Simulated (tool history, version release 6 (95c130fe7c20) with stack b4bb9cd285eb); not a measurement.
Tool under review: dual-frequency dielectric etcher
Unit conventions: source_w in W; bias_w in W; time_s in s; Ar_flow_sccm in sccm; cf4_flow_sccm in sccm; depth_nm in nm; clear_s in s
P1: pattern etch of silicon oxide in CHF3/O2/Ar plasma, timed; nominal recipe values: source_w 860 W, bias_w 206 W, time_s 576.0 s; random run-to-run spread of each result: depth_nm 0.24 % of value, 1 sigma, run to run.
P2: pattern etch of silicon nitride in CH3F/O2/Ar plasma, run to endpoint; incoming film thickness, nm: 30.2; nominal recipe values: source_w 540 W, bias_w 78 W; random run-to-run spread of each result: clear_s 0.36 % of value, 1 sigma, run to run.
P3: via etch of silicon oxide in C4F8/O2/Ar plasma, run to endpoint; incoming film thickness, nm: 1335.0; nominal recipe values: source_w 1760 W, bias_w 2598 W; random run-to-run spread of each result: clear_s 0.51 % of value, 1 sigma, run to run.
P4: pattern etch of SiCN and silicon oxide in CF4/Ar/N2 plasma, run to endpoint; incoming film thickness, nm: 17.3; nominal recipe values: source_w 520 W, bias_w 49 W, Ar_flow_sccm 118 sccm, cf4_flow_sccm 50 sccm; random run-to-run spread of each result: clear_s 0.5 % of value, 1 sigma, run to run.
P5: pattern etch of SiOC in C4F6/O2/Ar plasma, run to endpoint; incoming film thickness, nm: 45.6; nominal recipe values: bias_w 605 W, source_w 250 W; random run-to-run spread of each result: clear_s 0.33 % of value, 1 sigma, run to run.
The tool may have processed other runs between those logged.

run   hour  process  source_w  bias_w  time_s  Ar_flow_sccm  cf4_flow_sccm  hours since the last wet clean  hours since the last source power generator calibration  hours since the last bias power generator calibration  depth_nm  clear_s
  1   10.5       P1       860     206   576.0                                                        232.4                                                    368.4                                                 2116.2    1332.5
  2   19.3       P2       330      78                                                                241.2                                                    377.2                                                 2125.0             44.969
  3   29.8       P5       160     605                                                                251.7                                                    387.7                                                 2135.5             19.936
  4   41.4       P1       860     253   576.0                                                        263.3                                                    399.3                                                 2147.1    1432.0
  5   52.1       P5       250     605                                                                274.0                                                    410.0                                                 2157.8             16.850
  6   63.8       P5       250     749                                                                285.7                                                    421.7                                                 2169.5             15.578
  7   76.7       P3      1360    2598                                                                298.6                                                    434.6                                                 2182.4            292.270
  8   84.5       P1       580     155   576.0                                                        306.4                                                    442.4                                                 2190.2    1044.8
  9   91.4       P2       540      78                                                                313.3                                                    449.3                                                 2197.1             37.419
 10   98.3       P4       660      49                   118             50                           320.2                                                    456.2                                                 2204.0             16.987
 11  108.8       P4       520      62                   118             50                           330.7                                                    466.7                                                 2214.5             19.282
 12  115.2       P1       860     206   576.0                                                        337.1                                                    473.1                                                 2220.9    1326.9
 13  122.4       P1       650     256   576.0                                                        344.3                                                    480.3                                                 2228.1    1291.9
 14  131.6       P1       570     206   576.0                                                        353.5                                                    489.5                                                 2237.3    1137.9
 15  140.3       P4       520      49                   118             33                           362.2                                                    498.2                                                 2246.0             22.960
 16  146.5       P1      1080     206   576.0                                                        368.4                                                    504.4                                                 2252.2    1457.9
 17  157.7       P3      1760    3148                                                                379.6                                                    515.6                                                 2263.4            249.860
 18  170.6       P1       860     206   432.5                                                        392.5                                                    528.5                                                 2276.3    1001.6
 19  183.1       P4       520      49                   118             50                           405.0                                                    541.0                                                 2288.8             20.958
 20  191.6       P1       860     206   576.0                                                        413.5                                                    549.5                                                 2297.3    1329.5
 21  202.4       P2       540      78                                                                424.3                                                    560.3                                                 2308.1             37.547
 22  215.5       P4       520      49                   118             50                           437.4                                                    573.4                                                 2321.2             20.962
 23  225.1       P1       860     139   576.0                                                        447.0                                                    583.0                                                 2330.8    1171.5
 24  234.7       P3      1760    2598                                                                456.6                                                    592.6                                                 2340.4            264.550
 25  240.5       P1       860     206   576.0                                                        462.4                                                    598.4                                                 2346.2    1335.0
 26  248.8       P1       860     206   576.0                                                        470.7                                                    606.7                                                 2354.5    1333.6
 27  255.5       P5       250     605                                                                477.4                                                    613.4                                                 2361.2             16.844
 28  266.9       P4       520      49                    68             50                           488.8                                                    624.8                                                 2372.6             19.022
 29  273.6       P2       540     111                                                                495.5                                                    631.5                                                 2379.3             33.116
 30  286.0       P1      1140     157   576.0                                                        507.9                                                    643.9                                                 2391.7    1360.0
 31  292.7       P1       860     206   829.0                                                        514.6                                                    650.6                                                 2398.4    1913.8

For run 32, what comes out?
 32  298.9       P1       860     206   576.0                                                        520.8                                                    656.8                                                 2404.6         ?

{"run 32": {"depth_nm": 1327.6}}

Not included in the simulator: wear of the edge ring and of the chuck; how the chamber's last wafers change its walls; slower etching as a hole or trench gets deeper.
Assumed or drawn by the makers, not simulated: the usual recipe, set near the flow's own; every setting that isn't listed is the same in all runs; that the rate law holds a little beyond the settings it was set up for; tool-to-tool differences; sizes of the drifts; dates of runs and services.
